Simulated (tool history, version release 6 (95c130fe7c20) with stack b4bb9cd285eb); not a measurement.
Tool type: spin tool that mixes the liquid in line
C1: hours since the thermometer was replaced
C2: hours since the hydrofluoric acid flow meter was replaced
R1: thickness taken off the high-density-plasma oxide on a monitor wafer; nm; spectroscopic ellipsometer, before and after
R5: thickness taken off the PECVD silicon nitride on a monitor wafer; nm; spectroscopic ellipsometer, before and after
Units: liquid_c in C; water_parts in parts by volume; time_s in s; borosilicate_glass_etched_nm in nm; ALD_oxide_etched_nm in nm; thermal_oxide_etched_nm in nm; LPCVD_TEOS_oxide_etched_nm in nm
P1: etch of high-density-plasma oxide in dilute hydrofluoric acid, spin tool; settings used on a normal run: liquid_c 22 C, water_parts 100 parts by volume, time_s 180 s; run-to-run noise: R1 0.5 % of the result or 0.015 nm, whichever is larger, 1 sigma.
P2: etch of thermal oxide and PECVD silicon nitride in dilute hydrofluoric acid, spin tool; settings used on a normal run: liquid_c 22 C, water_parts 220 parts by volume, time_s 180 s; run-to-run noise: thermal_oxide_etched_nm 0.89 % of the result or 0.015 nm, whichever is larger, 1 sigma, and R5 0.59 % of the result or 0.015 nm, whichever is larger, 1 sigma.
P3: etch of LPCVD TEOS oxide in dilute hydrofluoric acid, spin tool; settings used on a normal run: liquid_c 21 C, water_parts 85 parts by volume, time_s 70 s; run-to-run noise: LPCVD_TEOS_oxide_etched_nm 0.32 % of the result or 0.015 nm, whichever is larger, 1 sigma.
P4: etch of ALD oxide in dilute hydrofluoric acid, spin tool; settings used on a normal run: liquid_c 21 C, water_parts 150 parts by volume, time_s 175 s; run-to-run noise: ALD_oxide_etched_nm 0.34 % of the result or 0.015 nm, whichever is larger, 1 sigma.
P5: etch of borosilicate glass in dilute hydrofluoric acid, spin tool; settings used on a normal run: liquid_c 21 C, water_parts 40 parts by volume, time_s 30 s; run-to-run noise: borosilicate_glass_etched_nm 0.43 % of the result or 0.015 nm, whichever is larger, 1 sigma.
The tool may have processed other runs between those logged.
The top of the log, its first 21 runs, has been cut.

{"run": 22, "hour": 95.3, "process": "P1", "liquid_c": 22, "water_parts": 100, "time_s": 180, "C1": 685, "C2": 996.5, "R1": 8.5186}
{"run": 23, "hour": 97.9, "process": "P2", "liquid_c": 22, "water_parts": 220, "time_s": 330, "C1": 687.6, "C2": 999.1, "thermal_oxide_etched_nm": 5.7723, "R5": 6.2819}
{"run": 24, "hour": 100.6, "process": "P3", "liquid_c": 17, "water_parts": 85, "time_s": 70, "C1": 690.3, "C2": 1001.8, "LPCVD_TEOS_oxide_etched_nm": 15.289}
{"run": 25, "hour": 103.3, "process": "P2", "liquid_c": 22, "water_parts": 80, "time_s": 180, "C1": 693, "C2": 1004.5, "thermal_oxide_etched_nm": 10.107, "R5": 9.216}
{"run": 26, "hour": 108.3, "process": "P5", "liquid_c": 21, "water_parts": 20, "time_s": 30, "C1": 698, "C2": 1009.5, "borosilicate_glass_etched_nm": 44.581}
{"run": 27, "hour": 113.5, "process": "P1", "liquid_c": 22, "water_parts": 100, "time_s": 330, "C1": 703.2, "C2": 1014.7, "R1": 15.61}
{"run": 28, "hour": 119.5, "process": "P2", "liquid_c": 17, "water_parts": 220, "time_s": 180, "C1": 709.2, "C2": 1020.7, "thermal_oxide_etched_nm": 2.6129, "R5": 2.4399}
{"run": 29, "hour": 123.3, "process": "P4", "liquid_c": 21, "water_parts": 150, "time_s": 175, "C1": 713, "C2": 1024.5, "ALD_oxide_etched_nm": 17.096}
{"run": 30, "hour": 126.6, "process": "P1", "liquid_c": 17.5, "water_parts": 100, "time_s": 35, "C1": 716.3, "C2": 1027.8, "R1": 1.3754}
{"run": 31, "hour": 130.7, "process": "P4", "liquid_c": 21, "water_parts": 150, "time_s": 175, "C1": 720.4, "C2": 1031.9, "ALD_oxide_etched_nm": 17.049}
{"run": 32, "hour": 133.7, "process": "P1", "liquid_c": 22, "water_parts": 30, "time_s": 180, "C1": 723.4, "C2": 1034.9, "R1": 30.867}
{"run": 33, "hour": 137.3, "process": "P1", "liquid_c": 17, "water_parts": 100, "time_s": 180, "C1": 727, "C2": 1038.5, "R1": 6.9034}
{"run": 34, "hour": 141.9, "process": "P1", "liquid_c": 22, "water_parts": 100, "time_s": 180, "C1": 731.6, "C2": 1043.1, "R1": 8.5155}
{"run": 35, "hour": 146.8, "process": "P1", "liquid_c": 22, "water_parts": 100, "time_s": 180, "C1": 736.5, "C2": 1048, "R1": 8.8157}
{"run": 36, "hour": 152.0, "process": "P1", "liquid_c": 22, "water_parts": 100, "time_s": 180, "C1": 741.7, "C2": 1053.2, "R1": 9.0301}
{"run": 37, "hour": 157.8, "process": "P1", "liquid_c": 22, "water_parts": 100, "time_s": 180, "C1": 747.5, "C2": 1059, "R1": 9.1793}
{"run": 38, "hour": 160.5, "process": "P1", "liquid_c": 22, "water_parts": 100, "time_s": 180, "C1": 750.2, "C2": 1061.7, "R1": 9.1175}

Run 39, settings as shown, results not yet in. Your forecast:
{"run": 39, "hour": 164.6, "process": "P1", "liquid_c": 22, "water_parts": 100, "time_s": 180, "C1": 754.3, "C2": 1065.8, "R1": "?"}

{"run 39": {"R1": 9.2418}}

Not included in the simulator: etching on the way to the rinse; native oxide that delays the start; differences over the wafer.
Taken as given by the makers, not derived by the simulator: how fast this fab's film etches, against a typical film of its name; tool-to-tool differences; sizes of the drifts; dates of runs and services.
